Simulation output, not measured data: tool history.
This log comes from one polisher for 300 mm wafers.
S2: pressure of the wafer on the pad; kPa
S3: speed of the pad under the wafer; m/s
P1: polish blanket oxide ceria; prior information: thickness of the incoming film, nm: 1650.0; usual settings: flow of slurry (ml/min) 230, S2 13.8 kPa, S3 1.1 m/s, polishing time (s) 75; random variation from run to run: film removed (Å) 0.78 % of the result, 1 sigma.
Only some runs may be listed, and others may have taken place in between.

Run 1, hour 4.6: flow of slurry (ml/min) 230, S2 13.8 kPa, S3 1.1 m/s, polishing time (s) 75. Result: film removed (Å) 2427.9.
Run 2, hour 11: flow of slurry (ml/min) 230, S2 13.8 kPa, S3 1.62 m/s, polishing time (s) 101. Result: film removed (Å) 4861.6.
Run 3, hour 15.5: flow of slurry (ml/min) 230, S2 13.8 kPa, S3 1.1 m/s, polishing time (s) 75. Result: film removed (Å) 2426.1.
Run 4, hour 24.7: flow of slurry (ml/min) 230, S2 17.2 kPa, S3 1.1 m/s, polishing time (s) 36. Result: film removed (Å) 1474.5.
Run 5, hour 30.8: flow of slurry (ml/min) 230, S2 13.8 kPa, S3 1.1 m/s, polishing time (s) 55. Result: film removed (Å) 1804.1.
Run 6, hour 39: flow of slurry (ml/min) 230, S2 13.8 kPa, S3 1.1 m/s, polishing time (s) 75. Result: film removed (Å) 2425.2.
Run 7, hour 43.8: flow of slurry (ml/min) 230, S2 13.8 kPa, S3 1.1 m/s, polishing time (s) 75. Result: film removed (Å) 2462.3.
Run 8, hour 49.9: flow of slurry (ml/min) 320, S2 9 kPa, S3 1.1 m/s, polishing time (s) 75. Result: film removed (Å) 1637.8.
Run 9, hour 55.5: flow of slurry (ml/min) 230, S2 13.8 kPa, S3 1.1 m/s, polishing time (s) 75. Result: film removed (Å) 2411.
At hour 57.6: head pressure recalibrated.
Run 10, hour 60.7: flow of slurry (ml/min) 140, S2 13.8 kPa, S3 1.1 m/s, polishing time (s) 75. Result: film removed (Å) 2235.3.
Run 11, hour 69.9: flow of slurry (ml/min) 325, S2 13.8 kPa, S3 1.1 m/s, polishing time (s) 75. Result: film removed (Å) 2577.3.
At hour 76: worn pad replaced by a new one.
Run 12, hour 77.2: flow of slurry (ml/min) 230, S2 13.8 kPa, S3 1.1 m/s, polishing time (s) 75. Result: film removed (Å) 2436.3.
Run 13, hour 86.7: flow of slurry (ml/min) 230, S2 13.8 kPa, S3 1.1 m/s, polishing time (s) 114. Result: film removed (Å) 3674.3.
Run 14, hour 92: flow of slurry (ml/min) 230, S2 6.2 kPa, S3 1.1 m/s, polishing time (s) 75. Result: film removed (Å) 1099.6.
Run 15, hour 101.3: flow of slurry (ml/min) 230, S2 13.8 kPa, S3 0.5 m/s, polishing time (s) 75. Result: film removed (Å) 1134.1.
Run 16, hour 107.2: flow of slurry (ml/min) 230, S2 20.7 kPa, S3 1.1 m/s, polishing time (s) 75. Result: film removed (Å) 3651.6.
Run 17, hour 116.1: flow of slurry (ml/min) 230, S2 13.8 kPa, S3 1.7 m/s, polishing time (s) 75. Result: film removed (Å) 3802.9.
Run 18, hour 124.3: flow of slurry (ml/min) 230, S2 13.8 kPa, S3 1.1 m/s, polishing time (s) 75. Result: film removed (Å) 2422.7.
Run 19, hour 128.6: flow of slurry (ml/min) 230, S2 13.8 kPa, S3 1.1 m/s, polishing time (s) 75. Result: film removed (Å) 2409.3.
Run 20, hour 138.2: flow of slurry (ml/min) 230, S2 13.8 kPa, S3 1.1 m/s, polishing time (s) 75. Result: film removed (Å) 2360.
Run 21, hour 146.9: flow of slurry (ml/min) 230, S2 13.8 kPa, S3 1.1 m/s, polishing time (s) 75. Result: film removed (Å) 2372.2.
Run 22, hour 153.3: flow of slurry (ml/min) 230, S2 13.8 kPa, S3 1.1 m/s, polishing time (s) 75. Result: film removed (Å) 2365.7.
At hour 156.6: worn pad replaced by a new one.
Run 23, hour 162.8: flow of slurry (ml/min) 230, S2 13.8 kPa, S3 1.1 m/s, polishing time (s) 75. Result: film removed (Å) 2369.5.
Run 24, hour 172.4: flow of slurry (ml/min) 230, S2 13.8 kPa, S3 1.1 m/s, polishing time (s) 75. Result: film removed (Å) 2331.

Run 25 has not been measured yet. What should we expect?
Run 25, hour 181.2: flow of slurry (ml/min) 230, S2 13.8 kPa, S3 1.1 m/s, polishing time (s) 75. Result: film removed (Å) ?.

For run 25 the tool returned film removed (Å) 2330.8.
